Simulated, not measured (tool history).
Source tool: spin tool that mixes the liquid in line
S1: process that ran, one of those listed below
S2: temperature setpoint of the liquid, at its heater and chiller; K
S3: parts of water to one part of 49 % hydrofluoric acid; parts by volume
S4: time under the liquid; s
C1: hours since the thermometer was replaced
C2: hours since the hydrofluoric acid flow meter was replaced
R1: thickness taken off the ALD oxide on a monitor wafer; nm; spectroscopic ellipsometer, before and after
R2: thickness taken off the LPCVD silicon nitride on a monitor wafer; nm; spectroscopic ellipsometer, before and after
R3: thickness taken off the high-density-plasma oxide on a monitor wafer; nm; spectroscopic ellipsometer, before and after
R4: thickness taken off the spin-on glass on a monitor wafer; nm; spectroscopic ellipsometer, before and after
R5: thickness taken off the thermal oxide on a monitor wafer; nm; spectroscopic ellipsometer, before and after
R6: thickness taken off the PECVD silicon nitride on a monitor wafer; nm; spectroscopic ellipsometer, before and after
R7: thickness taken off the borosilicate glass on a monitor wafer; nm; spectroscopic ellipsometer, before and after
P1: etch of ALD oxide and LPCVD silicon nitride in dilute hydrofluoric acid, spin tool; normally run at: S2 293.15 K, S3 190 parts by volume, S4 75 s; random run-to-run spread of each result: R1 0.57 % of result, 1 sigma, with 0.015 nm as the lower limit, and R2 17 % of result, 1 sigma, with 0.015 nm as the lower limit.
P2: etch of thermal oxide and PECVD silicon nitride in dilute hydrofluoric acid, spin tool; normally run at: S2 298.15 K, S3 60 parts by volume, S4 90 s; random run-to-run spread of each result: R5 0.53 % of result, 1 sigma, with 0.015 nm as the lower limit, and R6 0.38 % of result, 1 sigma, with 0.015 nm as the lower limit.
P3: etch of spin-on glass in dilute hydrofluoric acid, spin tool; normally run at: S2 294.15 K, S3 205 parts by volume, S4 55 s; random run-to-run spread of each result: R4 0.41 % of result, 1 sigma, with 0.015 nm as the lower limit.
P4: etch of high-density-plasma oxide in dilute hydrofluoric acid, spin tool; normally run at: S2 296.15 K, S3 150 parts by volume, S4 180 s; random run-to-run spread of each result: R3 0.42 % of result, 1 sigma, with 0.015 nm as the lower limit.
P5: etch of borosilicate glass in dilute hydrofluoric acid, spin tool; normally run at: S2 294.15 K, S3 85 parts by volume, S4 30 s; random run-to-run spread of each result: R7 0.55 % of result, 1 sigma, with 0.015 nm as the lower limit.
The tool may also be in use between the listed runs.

run,day,S1,S2,S3,S4,C1,C2,R1,R2,R3,R4,R5,R6,R7
1,0.133,P1,293.15,190,75,843.7,300.9,9.8295,0.200950,,,,,
2,0.262,P4,296.15,150,180,846.8,304.0,,,7.79180,,,,
3,0.521,P1,293.15,190,25,853.0,310.2,3.2992,0.063806,,,,,
4,0.642,P4,296.15,150,180,855.9,313.1,,,7.83340,,,,
5,0.875,P3,301.15,205,55,861.5,318.7,,,,12.7650,,,
6,1.017,P1,293.15,285,45,864.9,322.1,3.6145,0.073589,,,,,
7,1.179,P3,294.15,205,95,868.8,326.0,,,,16.9890,,,
8,1.342,P2,298.15,60,90,872.7,329.9,,,,,7.8001,8.9755,
9,1.592,P1,293.15,80,75,878.7,335.9,26.4630,0.372030,,,,,
10,1.825,P5,299.65,85,30,884.3,341.5,,,,,,,11.9370
11,2.083,P1,290.15,190,40,890.5,347.7,4.6566,0.049514,,,,,
12,2.312,P1,293.15,275,75,896.0,353.2,6.3379,0.093487,,,,,
13,2.525,P2,304.15,60,90,901.1,358.3,,,,,9.8013,13.0720,
14,2.671,P4,296.15,255,180,904.6,361.8,,,4.12260,,,,
15,2.888,P4,296.15,150,15,909.8,367.0,,,0.62101,,,,
16,3.112,P1,293.15,190,140,915.2,372.4,18.5750,0.232710,,,,,
17,3.233,P2,298.15,60,90,918.1,375.3,,,,,7.7763,8.8641,
18,3.400,P5,294.15,85,30,922.1,379.3,,,,,,,9.5403
19,3.638,P1,290.15,100,75,927.8,385.0,18.3800,0.244220,,,,,
20,3.758,P5,294.15,30,30,930.7,387.9,,,,,,,28.9520
21,3.979,P3,294.15,365,55,936.0,393.2,,,,4.7921,,,
22,4.196,P1,293.15,190,75,941.2,398.4,9.9292,0.175110,,,,,
23,4.417,P1,293.15,190,75,946.5,403.7,9.9207,0.106300,,,,,
24,4.683,P1,300.15,190,75,952.9,410.1,12.9200,0.318640,,,,,
25,4.854,P4,290.15,150,180,957.0,414.2,,,6.20840,,,,
26,5.067,P2,298.15,30,90,962.1,419.3,,,,,16.1730,17.6000,
27,5.283,P3,294.15,205,55,967.3,424.5,,,,9.9209,,,
28,5.429,P1,293.15,190,75,970.8,428.0,9.9284,0.138640,,,,,
29,5.679,P1,293.15,190,75,976.8,434.0,9.9281,0.109970,,,,,
30,5.867,P2,298.15,60,30,981.3,438.5,,,,,2.5931,2.9321,
31,6.017,P1,290.15,190,75,984.9,442.1,8.7920,0.120630,,,,,
32,6.258,P1,293.15,190,75,990.7,447.9,9.8468,0.122450,,,,,
33,6.512,P5,294.15,85,50,996.8,454.0,,,,,,,15.8080
34,6.783,P1,293.15,190,75,1003.3,460.5,9.9021,0.073492,,,,,
35,6.975,P1,293.15,190,75,1007.9,465.1,10.3380,0.168750,,,,,
36,7.100,P1,293.15,190,75,1010.9,468.1,10.5150,0.174620,,,,,
37,7.258,P1,293.15,190,75,1014.7,471.9,10.5640,0.117230,,,,,
38,7.396,P1,293.15,190,75,1018.0,475.2,10.8060,0.217920,,,,,
39,7.612,P1,293.15,190,75,1023.2,480.4,10.7800,0.178150,,,,,
40,7.762,P1,293.15,190,75,1026.8,484.0,10.6670,0.157280,,,,,
41,7.975,P1,293.15,190,75,1031.9,489.1,10.7630,0.116840,,,,,

What P1 gives has crept away from where it was. These 2 causes fit the log equally well, each at the size given:
A: hydrofluoric acid flow above the setpoint (%) = 7.6
B: liquid hotter than its thermometer reads (K) = 2.26
The onset of the drift is placed at about day 6.783.

Each of the 4 check runs below uses one wafer; its results are left as question marks. Which run tells the causes apart?
check 1,8.188,P2,298.15,60,90,,,,,,,?,?,
check 2,8.188,P5,294.15,85,30,,,,,,,,,?
check 3,8.188,P3,294.15,205,55,,,,,,?,,,
check 4,8.188,P4,296.15,150,180,,,,,?,,,,

What every check run would give for each of its results, assuming each possible cause in turn:
check,result,if A,if B
check 1,R5,8.4049,8.5038
check 1,R6,9.5736,10.3420
check 2,R7,10.3840,10.5070
check 3,R4,10.7970,10.7670
check 4,R3,8.51660,8.52650
Smallest distance between any two causes, each pair judged by its most separating result, in per cent: check 1 7.72 %; check 2 1.18 %; check 3 0.28 %; check 4 0.12 %
Check 1 is the one run that separates the causes; every other check would come out nearly the same whichever cause is at work.

Check 1 has now been run. It gave: R5 8.3919 nm; R6 9.5354 nm. Which of the candidate causes is it?

Of the candidate causes, it is A: hydrofluoric acid flow above the setpoint (%).
